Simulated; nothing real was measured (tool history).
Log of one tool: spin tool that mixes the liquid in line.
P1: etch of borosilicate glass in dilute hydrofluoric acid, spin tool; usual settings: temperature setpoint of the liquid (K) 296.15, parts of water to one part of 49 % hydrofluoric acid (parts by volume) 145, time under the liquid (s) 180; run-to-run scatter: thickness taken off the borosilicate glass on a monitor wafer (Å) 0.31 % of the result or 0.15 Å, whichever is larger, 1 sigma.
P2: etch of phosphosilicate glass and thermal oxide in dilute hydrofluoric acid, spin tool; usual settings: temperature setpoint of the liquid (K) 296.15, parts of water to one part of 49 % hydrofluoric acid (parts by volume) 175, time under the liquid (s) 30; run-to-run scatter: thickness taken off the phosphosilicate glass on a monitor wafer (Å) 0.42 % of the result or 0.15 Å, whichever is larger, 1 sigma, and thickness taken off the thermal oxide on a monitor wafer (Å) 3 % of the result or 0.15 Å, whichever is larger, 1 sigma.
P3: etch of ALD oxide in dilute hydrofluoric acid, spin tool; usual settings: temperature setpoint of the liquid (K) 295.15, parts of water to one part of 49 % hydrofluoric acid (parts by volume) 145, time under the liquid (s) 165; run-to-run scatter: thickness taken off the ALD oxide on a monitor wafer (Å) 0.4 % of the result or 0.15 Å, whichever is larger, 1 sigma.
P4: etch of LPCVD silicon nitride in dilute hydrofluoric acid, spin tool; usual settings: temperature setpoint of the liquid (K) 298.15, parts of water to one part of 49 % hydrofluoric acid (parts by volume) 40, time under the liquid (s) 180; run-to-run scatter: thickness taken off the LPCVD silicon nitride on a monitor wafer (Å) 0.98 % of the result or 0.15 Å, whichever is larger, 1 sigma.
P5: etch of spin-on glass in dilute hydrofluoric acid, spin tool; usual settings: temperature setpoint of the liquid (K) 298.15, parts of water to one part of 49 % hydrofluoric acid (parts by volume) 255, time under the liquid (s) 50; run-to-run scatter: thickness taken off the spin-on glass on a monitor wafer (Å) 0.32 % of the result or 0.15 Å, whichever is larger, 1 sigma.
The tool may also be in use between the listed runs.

run   hour  process that ran  temperature setpoint of the liquid (K)  parts of water to one part of 49 % hydrofluoric acid (parts by volume)  time under the liquid (s)  hours since the thermometer was replaced  hours since the hydrofluoric acid flow meter was replaced  thickness taken off the borosilicate glass on a monitor wafer (Å)  thickness taken off the spin-on glass on a monitor wafer (Å)  thickness taken off the ALD oxide on a monitor wafer (Å)  thickness taken off the phosphosilicate glass on a monitor wafer (Å)  thickness taken off the thermal oxide on a monitor wafer (Å)  thickness taken off the LPCVD silicon nitride on a monitor wafer (Å)
  1    4.0                P1                                  296.15                                                                     145                        180                                     747.9                                                     1657.9                                                             237.70
  2    9.4                P5                                  298.15                                                                     120                         50                                     753.3                                                     1663.3                                                                                                                          169.320
  3   11.8                P1                                  296.15                                                                     145                        180                                     755.7                                                     1665.7                                                             236.51
  4   16.0                P1                                  296.15                                                                     145                         15                                     759.9                                                     1669.9                                                              19.63
  5   20.3                P3                                  295.15                                                                     145                        165                                     764.2                                                     1674.2                                                                                                                                                                                     219.11
  6   23.6                P1                                  303.65                                                                      90                        180                                     767.5                                                     1677.5                                                             547.56
  7   26.0                P2                                  296.15                                                                     265                         30                                     769.9                                                     1679.9                                                                                                                                                                                                                                                           133.80                                                        4.6117
  8   28.7                P1                                  290.15                                                                     145                        180                                     772.6                                                     1682.6                                                             186.75
  9   33.1                P1                                  296.15                                                                     145                        180                                     777.0                                                     1687.0                                                             237.60
 10   35.9                P4                                  298.15                                                                      40                        180                                     779.8                                                     1689.8                                                                                                                                                                                                                                                                                                                                                                                               25.695
 11   38.6                P1                                  300.15                                                                     145                        180                                     782.5                                                     1692.5                                                             275.66
 12   42.6                P2                                  296.15                                                                     175                         55                                     786.5                                                     1696.5                                                                                                                                                                                                                                                           406.97                                                       13.8720
 13   46.7                P1                                  296.15                                                                     145                        340                                     790.6                                                     1700.6                                                             449.10
 14   50.4                P5                                  298.15                                                                     255                         90                                     794.3                                                     1704.3                                                                                                                          123.050
 15   55.5                P2                                  300.65                                                                     175                         30                                     799.4                                                     1709.4                                                                                                                                                                                                                                                           262.89                                                        9.0003
 16   59.4                P1                                  296.15                                                                     225                        275                                     803.3                                                     1713.3                                                             214.84
 17   64.7                P1                                  296.15                                                                     210                        300                                     808.6                                                     1718.6                                                             255.45
 18   69.4                P3                                  295.15                                                                      70                        165                                     813.3                                                     1723.3                                                                                                                                                                                     496.58
 19   74.1                P2                                  296.15                                                                     175                         30                                     818.0                                                     1728.0                                                                                                                                                                                                                                                           222.57                                                        7.7514
 20   78.3                P4                                  298.15                                                                      40                        365                                     822.2                                                     1732.2                                                                                                                                                                                                                                                                                                                                                                                               52.435
 21   83.6                P3                                  300.65                                                                     145                        165                                     827.5                                                     1737.5                                                                                                                                                                                     269.08
 22   87.4                P1                                  296.15                                                                      95                        180                                     831.3                                                     1741.3                                                             383.27
 23   90.7                P4                                  291.65                                                                      40                        180                                     834.6                                                     1744.6                                                                                                                                                                                                                                                                                                                                                                                               16.149
 24   95.6                P1                                  296.15                                                                     145                        180                                     839.5                                                     1749.5                                                             237.38
 25  100.2                P5                                  298.15                                                                     255                         50                                     844.1                                                     1754.1                                                                                                                           68.937
 26  103.0                P4                                  298.15                                                                      40                        180                                     846.9                                                     1756.9                                                                                                                                                                                                                                                                                                                                                                                               25.710
 27  107.8                P5                                  291.65                                                                     255                         50                                     851.7                                                     1761.7                                                                                                                           54.447
 28  110.8                P1                                  296.15                                                                     145                        180                                     854.7                                                     1764.7                                                             237.68
 29  115.5                P4                                  298.15                                                                      65                        180                                     859.4                                                     1769.4                                                                                                                                                                                                                                                                                                                                                                                               16.137
 30  118.4                P1                                  296.15                                                                     255                        180                                     862.3                                                     1772.3                                                             120.06
 31  123.2                P3                                  295.15                                                                     145                        325                                     867.1                                                     1777.1                                                                                                                                                                                     432.24
 32  126.5                P2                                  296.15                                                                     175                         30                                     870.4                                                     1780.4                                                                                                                                                                                                                                                           221.83                                                        7.2609
 33  129.3                P1                                  296.15                                                                     145                        180                                     873.2                                                     1783.2                                                             236.89
 34  133.7                P1                                  296.15                                                                     145                        180                                     877.6                                                     1787.6                                                             235.85
 35  136.6                P1                                  296.15                                                                     145                        180                                     880.5                                                     1790.5                                                             234.00
 36  139.4                P1                                  296.15                                                                     145                        180                                     883.3                                                     1793.3                                                             231.62
 37  143.4                P1                                  296.15                                                                     145                        180                                     887.3                                                     1797.3                                                             229.10
 38  148.0                P1                                  296.15                                                                     145                        180                                     891.9                                                     1801.9                                                             225.87
 39  151.6                P1                                  296.15                                                                     145                        180                                     895.5                                                     1805.5                                                             226.55
 40  156.0                P1                                  296.15                                                                     145                        180                                     899.9                                                     1809.9                                                             224.17
 41  158.6                P1                                  296.15                                                                     145                        180                                     902.5                                                     1812.5                                                             224.57
 42  163.8                P1                                  296.15                                                                     145                        180                                     907.7                                                     1817.7                                                             223.86
 43  168.6                P1                                  296.15                                                                     145                        180                                     912.5                                                     1822.5                                                             224.43
 44  172.0                P1                                  296.15                                                                     145                        180                                     915.9                                                     1825.9                                                             223.40
 45  176.6                P1                                  296.15                                                                     145                        180                                     920.5                                                     1830.5                                                             222.64

What P1 gives has crept away from where it was. These 2 causes fit the log equally well, each at the size given:
A: liquid colder than its thermometer reads (K) = 1.6
B: hydrofluoric acid flow below the setpoint (%) = 5.19
The creep began at about hour 133.7.

4 check runs are offered, each on 2 wafers whose results are averaged, their results left as question marks. Which one tells the causes apart?
check 1  181.2                P4                                  298.15                                                                      40                        305                                                                                                                                                                                                                                                                                                                                                                                                                                                                                                         ?
check 2  181.2                P5                                  298.15                                                                     170                         50                                                                                                                                                                                                                                     ?
check 3  181.2                P2                                  299.15                                                                     175                         50                                                                                                                                                                                                                                                                                                                                                                     ?                                                             ?
check 4  181.2                P3                                  295.15                                                                     145                        280                                                                                                                                                                                                                                                                                               ?

What each check would give under each cause:
  check                                                                result     if A     if B
check 1  thickness taken off the LPCVD silicon nitride on a monitor wafer (Å)   38.832   41.078
check 2          thickness taken off the spin-on glass on a monitor wafer (Å)  106.180  105.790
check 3  thickness taken off the phosphosilicate glass on a monitor wafer (Å)   390.39   388.45
check 3          thickness taken off the thermal oxide on a monitor wafer (Å)  12.8980  12.8340
check 4              thickness taken off the ALD oxide on a monitor wafer (Å)   350.17   350.56
How far apart the two closest causes lie, in the result that separates them most: check 1 5.62 %; check 2 0.37 %; check 3 0.5 %; check 4 0.11 %
Check 1 tells the causes apart: in the others they would give nearly the same result.

Check 1 was then run and gave: thickness taken off the LPCVD silicon nitride on a monitor wafer (Å) 39.105. Which cause is it?

It is A: liquid colder than its thermometer reads (K).
